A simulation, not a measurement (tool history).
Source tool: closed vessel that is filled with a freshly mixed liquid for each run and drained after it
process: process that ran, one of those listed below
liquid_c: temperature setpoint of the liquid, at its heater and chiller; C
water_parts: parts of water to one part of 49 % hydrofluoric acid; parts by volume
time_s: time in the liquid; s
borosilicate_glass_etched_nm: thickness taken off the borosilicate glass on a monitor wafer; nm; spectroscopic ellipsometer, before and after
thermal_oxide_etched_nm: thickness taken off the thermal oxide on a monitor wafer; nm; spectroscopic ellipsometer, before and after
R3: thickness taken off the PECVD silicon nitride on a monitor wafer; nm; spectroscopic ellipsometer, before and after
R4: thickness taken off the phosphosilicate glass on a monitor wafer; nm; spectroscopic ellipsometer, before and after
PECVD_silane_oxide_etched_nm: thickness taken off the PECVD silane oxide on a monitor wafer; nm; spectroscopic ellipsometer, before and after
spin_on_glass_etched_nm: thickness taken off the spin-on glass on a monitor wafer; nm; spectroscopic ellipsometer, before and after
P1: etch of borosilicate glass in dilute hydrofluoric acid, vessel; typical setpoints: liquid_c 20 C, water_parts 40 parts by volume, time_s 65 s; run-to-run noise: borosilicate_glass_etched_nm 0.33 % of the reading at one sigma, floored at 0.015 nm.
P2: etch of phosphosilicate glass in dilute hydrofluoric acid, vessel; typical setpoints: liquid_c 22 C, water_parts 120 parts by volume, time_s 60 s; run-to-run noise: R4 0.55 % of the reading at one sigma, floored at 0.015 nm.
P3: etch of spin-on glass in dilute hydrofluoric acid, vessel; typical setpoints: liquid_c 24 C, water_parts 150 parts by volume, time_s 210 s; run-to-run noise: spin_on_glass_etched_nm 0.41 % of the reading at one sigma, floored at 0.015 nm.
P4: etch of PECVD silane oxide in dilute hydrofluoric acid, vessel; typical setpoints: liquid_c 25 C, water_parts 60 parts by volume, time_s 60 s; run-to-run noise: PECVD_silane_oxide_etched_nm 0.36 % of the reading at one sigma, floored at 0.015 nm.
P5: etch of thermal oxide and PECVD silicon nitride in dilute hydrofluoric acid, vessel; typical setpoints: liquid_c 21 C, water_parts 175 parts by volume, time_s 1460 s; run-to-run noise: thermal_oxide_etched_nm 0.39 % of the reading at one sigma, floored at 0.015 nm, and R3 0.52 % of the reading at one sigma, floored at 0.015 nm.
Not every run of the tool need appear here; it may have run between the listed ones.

run 1 hour=5.6 | process=P1 liquid_c=20 water_parts=40 time_s=65 | borosilicate_glass_etched_nm=48.168
run 2 hour=11.1 | process=P5 liquid_c=21 water_parts=100 time_s=1460 | thermal_oxide_etched_nm=63.569 R3=19.921
run 3 hour=15.7 | process=P1 liquid_c=20 water_parts=40 time_s=65 | borosilicate_glass_etched_nm=47.747
run 4 hour=21.1 | process=P2 liquid_c=17 water_parts=120 time_s=60 | R4=40.653
run 5 hour=27.1 | process=P1 liquid_c=20 water_parts=40 time_s=65 | borosilicate_glass_etched_nm=47.933
run 6 hour=31.4 | process=P1 liquid_c=20 water_parts=40 time_s=65 | borosilicate_glass_etched_nm=47.567
run 7 hour=37.8 | process=P1 liquid_c=17 water_parts=55 time_s=65 | borosilicate_glass_etched_nm=30.082
run 8 hour=43.4 | process=P2 liquid_c=22 water_parts=120 time_s=60 | R4=50.275
run 9 hour=48 | process=P4 liquid_c=32 water_parts=60 time_s=60 | PECVD_silane_oxide_etched_nm=42.596
run 10 hour=54.7 | process=P3 liquid_c=17 water_parts=150 time_s=210 | spin_on_glass_etched_nm=37.69
run 11 hour=59.1 | process=P5 liquid_c=21 water_parts=175 time_s=2425 | thermal_oxide_etched_nm=54.901 R3=19.289
run 12 hour=62.8 | process=P4 liquid_c=25 water_parts=60 time_s=95 | PECVD_silane_oxide_etched_nm=51.014
run 13 hour=68.4 | process=P1 liquid_c=20 water_parts=40 time_s=30 | borosilicate_glass_etched_nm=22.205
run 14 hour=74 | process=P4 liquid_c=25 water_parts=60 time_s=60 | PECVD_silane_oxide_etched_nm=32.243
run 15 hour=77.9 | process=P1 liquid_c=20 water_parts=40 time_s=65 | borosilicate_glass_etched_nm=47.569
run 16 hour=81.1 | process=P4 liquid_c=25 water_parts=20 time_s=60 | PECVD_silane_oxide_etched_nm=101.81
run 17 hour=84.7 | process=P1 liquid_c=20 water_parts=40 time_s=65 | borosilicate_glass_etched_nm=47.91
run 18 hour=90.4 | process=P1 liquid_c=25.5 water_parts=55 time_s=65 | borosilicate_glass_etched_nm=42.874
run 19 hour=96.4 | process=P1 liquid_c=20 water_parts=40 time_s=125 | borosilicate_glass_etched_nm=91.745
-- hour=96.7 hydrofluoric acid flow meter replaced
run 20 hour=101.5 | process=P3 liquid_c=24 water_parts=150 time_s=90 | spin_on_glass_etched_nm=21.369
run 21 hour=106.5 | process=P1 liquid_c=17 water_parts=40 time_s=65 | borosilicate_glass_etched_nm=41.838
run 22 hour=113.7 | process=P5 liquid_c=21 water_parts=175 time_s=1460 | thermal_oxide_etched_nm=33.561 R3=11.631
run 23 hour=118.5 | process=P3 liquid_c=24 water_parts=150 time_s=210 | spin_on_glass_etched_nm=49.97
-- hour=119.9 thermometer replaced
run 24 hour=124.7 | process=P1 liquid_c=17 water_parts=20 time_s=65 | borosilicate_glass_etched_nm=86.074
run 25 hour=129.9 | process=P5 liquid_c=17 water_parts=175 time_s=1460 | thermal_oxide_etched_nm=28.69 R3=8.8443
run 26 hour=135.5 | process=P2 liquid_c=22 water_parts=120 time_s=35 | R4=28.89
run 27 hour=140.8 | process=P3 liquid_c=24 water_parts=150 time_s=210 | spin_on_glass_etched_nm=50.17
run 28 hour=145.8 | process=P1 liquid_c=20 water_parts=40 time_s=65 | borosilicate_glass_etched_nm=47.781
run 29 hour=153.1 | process=P2 liquid_c=22 water_parts=50 time_s=60 | R4=130.19
run 30 hour=158.4 | process=P1 liquid_c=20 water_parts=25 time_s=65 | borosilicate_glass_etched_nm=78.24
run 31 hour=163.8 | process=P1 liquid_c=27 water_parts=40 time_s=65 | borosilicate_glass_etched_nm=64.226
run 32 hour=170.8 | process=P3 liquid_c=24 water_parts=260 time_s=210 | spin_on_glass_etched_nm=25.628
run 33 hour=174.1 | process=P1 liquid_c=20 water_parts=70 time_s=65 | borosilicate_glass_etched_nm=26.301
run 34 hour=177.8 | process=P1 liquid_c=20 water_parts=40 time_s=65 | borosilicate_glass_etched_nm=47.776
run 35 hour=181.5 | process=P1 liquid_c=20 water_parts=40 time_s=65 | borosilicate_glass_etched_nm=46.745
run 36 hour=186.1 | process=P1 liquid_c=20 water_parts=40 time_s=65 | borosilicate_glass_etched_nm=45.816
run 37 hour=192.7 | process=P1 liquid_c=20 water_parts=40 time_s=65 | borosilicate_glass_etched_nm=44.961
run 38 hour=196.4 | process=P1 liquid_c=20 water_parts=40 time_s=65 | borosilicate_glass_etched_nm=44.842
run 39 hour=202.2 | process=P1 liquid_c=20 water_parts=40 time_s=65 | borosilicate_glass_etched_nm=44.437
run 40 hour=209.2 | process=P1 liquid_c=20 water_parts=40 time_s=65 | borosilicate_glass_etched_nm=44.985

What P1 gives has crept away from where it was. These 2 causes fit the log equally well, each at the size given:
A: liquid colder than its thermometer reads (K) = 1.54
B: hydrofluoric acid flow below the setpoint (%) = 6.09
Onset of the creep was near hour 177.8.

The check runs listed below each take one wafer, and their results are still question marks. Under which run would the listed causes lead to clearly different results?
run check 1 hour=216.2 | process=P2 liquid_c=17 water_parts=120 time_s=40 | R4=?
run check 2 hour=216.2 | process=P3 liquid_c=17.5 water_parts=150 time_s=210 | spin_on_glass_etched_nm=?
run check 3 hour=216.2 | process=P4 liquid_c=32 water_parts=20 time_s=60 | PECVD_silane_oxide_etched_nm=?
run check 4 hour=216.2 | process=P5 liquid_c=17 water_parts=120 time_s=1460 | thermal_oxide_etched_nm=? R3=?

Check results expected under each cause:
check=check_1 result=R4 if_A=25.475 if_B=25.324
check=check_2 result=spin_on_glass_etched_nm if_A=36.293 if_B=35.967
check=check_3 result=PECVD_silane_oxide_etched_nm if_A=127.68 if_B=127.24
check=check_4 result=thermal_oxide_etched_nm if_A=41.133 if_B=40.889
check=check_4 result=R3 if_A=11.399 if_B=11.944
How far apart the two closest causes lie, in the result that separates them most: check 1 0.6 %; check 2 0.9 %; check 3 0.34 %; check 4 4.67 %
Only in check 4 would the causes give clearly different results; in the remaining checks their results would be nearly the same.

With check 4 done, the readings were: thermal_oxide_etched_nm 41.267 nm; R3 11.44 nm. Identify which of the listed causes applies.

Of the candidate causes, it is A: liquid colder than its thermometer reads (K).

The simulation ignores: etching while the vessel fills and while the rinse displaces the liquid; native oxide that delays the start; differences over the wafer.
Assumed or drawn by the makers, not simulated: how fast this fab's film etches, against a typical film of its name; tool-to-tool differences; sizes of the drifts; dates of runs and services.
